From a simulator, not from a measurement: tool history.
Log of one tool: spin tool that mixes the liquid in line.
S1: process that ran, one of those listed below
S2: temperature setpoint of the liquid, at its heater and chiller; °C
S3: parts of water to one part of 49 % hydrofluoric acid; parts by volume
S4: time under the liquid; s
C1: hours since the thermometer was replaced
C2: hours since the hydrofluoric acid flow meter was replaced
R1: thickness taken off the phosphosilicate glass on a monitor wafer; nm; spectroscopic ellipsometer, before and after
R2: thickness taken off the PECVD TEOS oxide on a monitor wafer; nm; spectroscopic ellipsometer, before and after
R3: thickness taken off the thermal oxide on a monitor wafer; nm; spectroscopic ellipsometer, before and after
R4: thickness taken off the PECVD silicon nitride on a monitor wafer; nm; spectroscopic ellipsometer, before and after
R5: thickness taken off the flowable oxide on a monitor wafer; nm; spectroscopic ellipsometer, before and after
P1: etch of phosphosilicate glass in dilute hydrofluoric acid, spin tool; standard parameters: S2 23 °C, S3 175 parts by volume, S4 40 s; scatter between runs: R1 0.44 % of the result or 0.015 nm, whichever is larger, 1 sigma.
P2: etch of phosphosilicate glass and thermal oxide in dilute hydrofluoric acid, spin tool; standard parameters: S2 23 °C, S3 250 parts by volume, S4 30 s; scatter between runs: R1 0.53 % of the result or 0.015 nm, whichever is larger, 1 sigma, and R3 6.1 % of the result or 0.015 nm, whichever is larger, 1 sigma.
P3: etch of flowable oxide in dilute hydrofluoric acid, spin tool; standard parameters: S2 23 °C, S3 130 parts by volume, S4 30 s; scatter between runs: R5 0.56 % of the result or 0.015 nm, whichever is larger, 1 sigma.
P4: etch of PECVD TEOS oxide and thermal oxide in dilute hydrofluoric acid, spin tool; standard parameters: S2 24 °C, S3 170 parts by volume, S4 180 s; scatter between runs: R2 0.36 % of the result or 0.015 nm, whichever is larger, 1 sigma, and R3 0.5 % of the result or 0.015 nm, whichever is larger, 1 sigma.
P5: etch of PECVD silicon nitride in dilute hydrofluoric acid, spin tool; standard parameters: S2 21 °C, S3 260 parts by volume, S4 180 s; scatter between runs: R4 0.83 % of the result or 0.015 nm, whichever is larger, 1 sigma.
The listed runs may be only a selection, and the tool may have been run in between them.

{"run": 1, "hour": 2.5, "S1": "P1", "S2": 23, "S3": 175, "S4": 40, "C1": 146.6, "C2": 523.7, "R1": 25.685}
{"run": 2, "hour": 4.6, "S1": "P4", "S2": 24, "S3": 240, "S4": 180, "C1": 148.7, "C2": 525.8, "R2": 11.842, "R3": 2.9767}
{"run": 3, "hour": 7.4, "S1": "P5", "S2": 21, "S3": 260, "S4": 180, "C1": 151.5, "C2": 528.6, "R4": 3.0138}
{"run": 4, "hour": 9.4, "S1": "P2", "S2": 23, "S3": 250, "S4": 50, "C1": 153.5, "C2": 530.6, "R1": 16.977, "R3": 0.72803}
{"run": 5, "hour": 11.6, "S1": "P2", "S2": 23, "S3": 460, "S4": 30, "C1": 155.7, "C2": 532.8, "R1": 4.6229, "R3": 0.1987}
{"run": 6, "hour": 15.0, "S1": "P4", "S2": 24, "S3": 170, "S4": 300, "C1": 159.1, "C2": 536.2, "R2": 30.111, "R3": 7.5208}
{"hour": 15.7, "done": "thermometer replaced"}
{"run": 7, "hour": 19.1, "S1": "P1", "S2": 23, "S3": 175, "S4": 40, "C1": 3.5, "C2": 540.3, "R1": 25.534}
{"run": 8, "hour": 21.9, "S1": "P3", "S2": 23, "S3": 130, "S4": 30, "C1": 6.3, "C2": 543.1, "R5": 8.0934}
{"run": 9, "hour": 26.2, "S1": "P1", "S2": 23, "S3": 175, "S4": 15, "C1": 10.6, "C2": 547.4, "R1": 9.6912}
{"run": 10, "hour": 28.6, "S1": "P2", "S2": 23, "S3": 250, "S4": 30, "C1": 13, "C2": 549.8, "R1": 10.23, "R3": 0.43964}
{"run": 11, "hour": 31.6, "S1": "P3", "S2": 23, "S3": 130, "S4": 55, "C1": 16, "C2": 552.8, "R5": 14.986}
{"run": 12, "hour": 34.0, "S1": "P3", "S2": 27, "S3": 130, "S4": 30, "C1": 18.4, "C2": 555.2, "R5": 9.4957}
{"run": 13, "hour": 37.3, "S1": "P1", "S2": 18, "S3": 70, "S4": 40, "C1": 21.7, "C2": 558.5, "R1": 59.311}
{"run": 14, "hour": 40.7, "S1": "P3", "S2": 23, "S3": 25, "S4": 30, "C1": 25.1, "C2": 561.9, "R5": 47.993}
{"run": 15, "hour": 44.4, "S1": "P5", "S2": 21, "S3": 260, "S4": 15, "C1": 28.8, "C2": 565.6, "R4": 0.25312}
{"run": 16, "hour": 48.6, "S1": "P1", "S2": 23, "S3": 175, "S4": 40, "C1": 33, "C2": 569.8, "R1": 25.659}
{"run": 17, "hour": 52.5, "S1": "P1", "S2": 17, "S3": 175, "S4": 40, "C1": 36.9, "C2": 573.7, "R1": 20.332}
{"run": 18, "hour": 56.0, "S1": "P1", "S2": 23, "S3": 175, "S4": 75, "C1": 40.4, "C2": 577.2, "R1": 48.445}
{"run": 19, "hour": 57.9, "S1": "P3", "S2": 23, "S3": 130, "S4": 30, "C1": 42.3, "C2": 579.1, "R5": 8.04}
{"run": 20, "hour": 60.2, "S1": "P1", "S2": 23, "S3": 40, "S4": 40, "C1": 44.6, "C2": 581.4, "R1": 132.61}
{"run": 21, "hour": 62.9, "S1": "P1", "S2": 23, "S3": 175, "S4": 40, "C1": 47.3, "C2": 584.1, "R1": 25.627}
{"run": 22, "hour": 67.0, "S1": "P4", "S2": 31.5, "S3": 170, "S4": 180, "C1": 51.4, "C2": 588.2, "R2": 23.794, "R3": 5.8732}
{"run": 23, "hour": 69.5, "S1": "P5", "S2": 21, "S3": 260, "S4": 180, "C1": 53.9, "C2": 590.7, "R4": 2.9941}
{"run": 24, "hour": 72.8, "S1": "P1", "S2": 23, "S3": 175, "S4": 40, "C1": 57.2, "C2": 594, "R1": 25.482}
{"run": 25, "hour": 75.1, "S1": "P5", "S2": 26.5, "S3": 260, "S4": 180, "C1": 59.5, "C2": 596.3, "R4": 4.2906}
{"run": 26, "hour": 79.3, "S1": "P1", "S2": 23, "S3": 175, "S4": 40, "C1": 63.7, "C2": 600.5, "R1": 25.762}
{"run": 27, "hour": 82.7, "S1": "P2", "S2": 23, "S3": 250, "S4": 30, "C1": 67.1, "C2": 603.9, "R1": 10.225, "R3": 0.46748}
{"run": 28, "hour": 85.6, "S1": "P4", "S2": 24, "S3": 170, "S4": 180, "C1": 70, "C2": 606.8, "R2": 18.041, "R3": 4.5419}
{"run": 29, "hour": 88.7, "S1": "P1", "S2": 23, "S3": 65, "S4": 15, "C1": 73.1, "C2": 609.9, "R1": 29.495}
{"run": 30, "hour": 92.8, "S1": "P5", "S2": 21, "S3": 445, "S4": 180, "C1": 77.2, "C2": 614, "R4": 1.7736}
{"run": 31, "hour": 95.0, "S1": "P2", "S2": 19, "S3": 250, "S4": 30, "C1": 79.4, "C2": 616.2, "R1": 8.8938, "R3": 0.41664}
{"run": 32, "hour": 97.7, "S1": "P1", "S2": 23, "S3": 315, "S4": 40, "C1": 82.1, "C2": 618.9, "R1": 12.51}
{"run": 33, "hour": 101.4, "S1": "P1", "S2": 28, "S3": 175, "S4": 40, "C1": 85.8, "C2": 622.6, "R1": 31.242}
{"run": 34, "hour": 104.7, "S1": "P1", "S2": 23, "S3": 175, "S4": 40, "C1": 89.1, "C2": 625.9, "R1": 25.778}
{"run": 35, "hour": 106.6, "S1": "P1", "S2": 23, "S3": 175, "S4": 40, "C1": 91, "C2": 627.8, "R1": 25.568}
{"run": 36, "hour": 110.0, "S1": "P1", "S2": 23, "S3": 175, "S4": 40, "C1": 94.4, "C2": 631.2, "R1": 26.193}
{"run": 37, "hour": 113.3, "S1": "P1", "S2": 23, "S3": 175, "S4": 40, "C1": 97.7, "C2": 634.5, "R1": 26.548}
{"run": 38, "hour": 115.4, "S1": "P1", "S2": 23, "S3": 175, "S4": 40, "C1": 99.8, "C2": 636.6, "R1": 26.739}
{"run": 39, "hour": 119.0, "S1": "P1", "S2": 23, "S3": 175, "S4": 40, "C1": 103.4, "C2": 640.2, "R1": 26.919}
{"run": 40, "hour": 122.3, "S1": "P1", "S2": 23, "S3": 175, "S4": 40, "C1": 106.7, "C2": 643.5, "R1": 27.224}
{"run": 41, "hour": 126.0, "S1": "P1", "S2": 23, "S3": 175, "S4": 40, "C1": 110.4, "C2": 647.2, "R1": 27.285}
{"run": 42, "hour": 128.8, "S1": "P1", "S2": 23, "S3": 175, "S4": 40, "C1": 113.2, "C2": 650, "R1": 27.424}
{"run": 43, "hour": 133.0, "S1": "P1", "S2": 23, "S3": 175, "S4": 40, "C1": 117.4, "C2": 654.2, "R1": 27.297}
{"run": 44, "hour": 137.3, "S1": "P1", "S2": 23, "S3": 175, "S4": 40, "C1": 121.7, "C2": 658.5, "R1": 27.512}
{"run": 45, "hour": 140.3, "S1": "P1", "S2": 23, "S3": 175, "S4": 40, "C1": 124.7, "C2": 661.5, "R1": 27.517}
{"run": 46, "hour": 143.4, "S1": "P1", "S2": 23, "S3": 175, "S4": 40, "C1": 127.8, "C2": 664.6, "R1": 27.407}

Something has made what P1 gives creep away from where it was; the 2 causes below, each at its own stated size, fit the log equally well:
A: liquid hotter than its thermometer reads (K) = 1.71
B: hydrofluoric acid flow above the setpoint (%) = 5.56
At approximately hour 106.6, the process output began to creep.

4 check runs are offered, each on 2 wafers whose results are averaged, their results left as question marks. Which one tells the causes apart?
{"run": "check 1", "hour": 146.5, "S1": "P4", "S2": 24, "S3": 170, "S4": 180, "R2": "?", "R3": "?"}
{"run": "check 2", "hour": 146.5, "S1": "P3", "S2": 23, "S3": 130, "S4": 30, "R5": "?"}
{"run": "check 3", "hour": 146.5, "S1": "P2", "S2": 23, "S3": 250, "S4": 30, "R1": "?", "R3": "?"}
{"run": "check 4", "hour": 146.5, "S1": "P5", "S2": 21, "S3": 260, "S4": 180, "R4": "?"}

What each check would give under each cause:
check=check_1 result=R2 if_A=19.31 if_B=19.314
check=check_1 result=R3 if_A=4.8124 if_B=4.8134
check=check_2 result=R5 if_A=8.695 if_B=8.6572
check=check_3 result=R1 if_A=10.932 if_B=10.998
check=check_3 result=R3 if_A=0.48019 if_B=0.48309
check=check_4 result=R4 if_A=3.3778 if_B=3.1959
Separation of the two closest causes in each check, using whichever result separates them best: check 1 0.02 %; check 2 0.44 %; check 3 0.6 %; check 4 5.53 %
The causes can be told apart only by check 4. The other checks would give nearly the same results under each of them.

After running check 4, the following was obtained: R4 3.2084 nm. Which cause does this point to?

The cause is B: hydrofluoric acid flow above the setpoint (%).
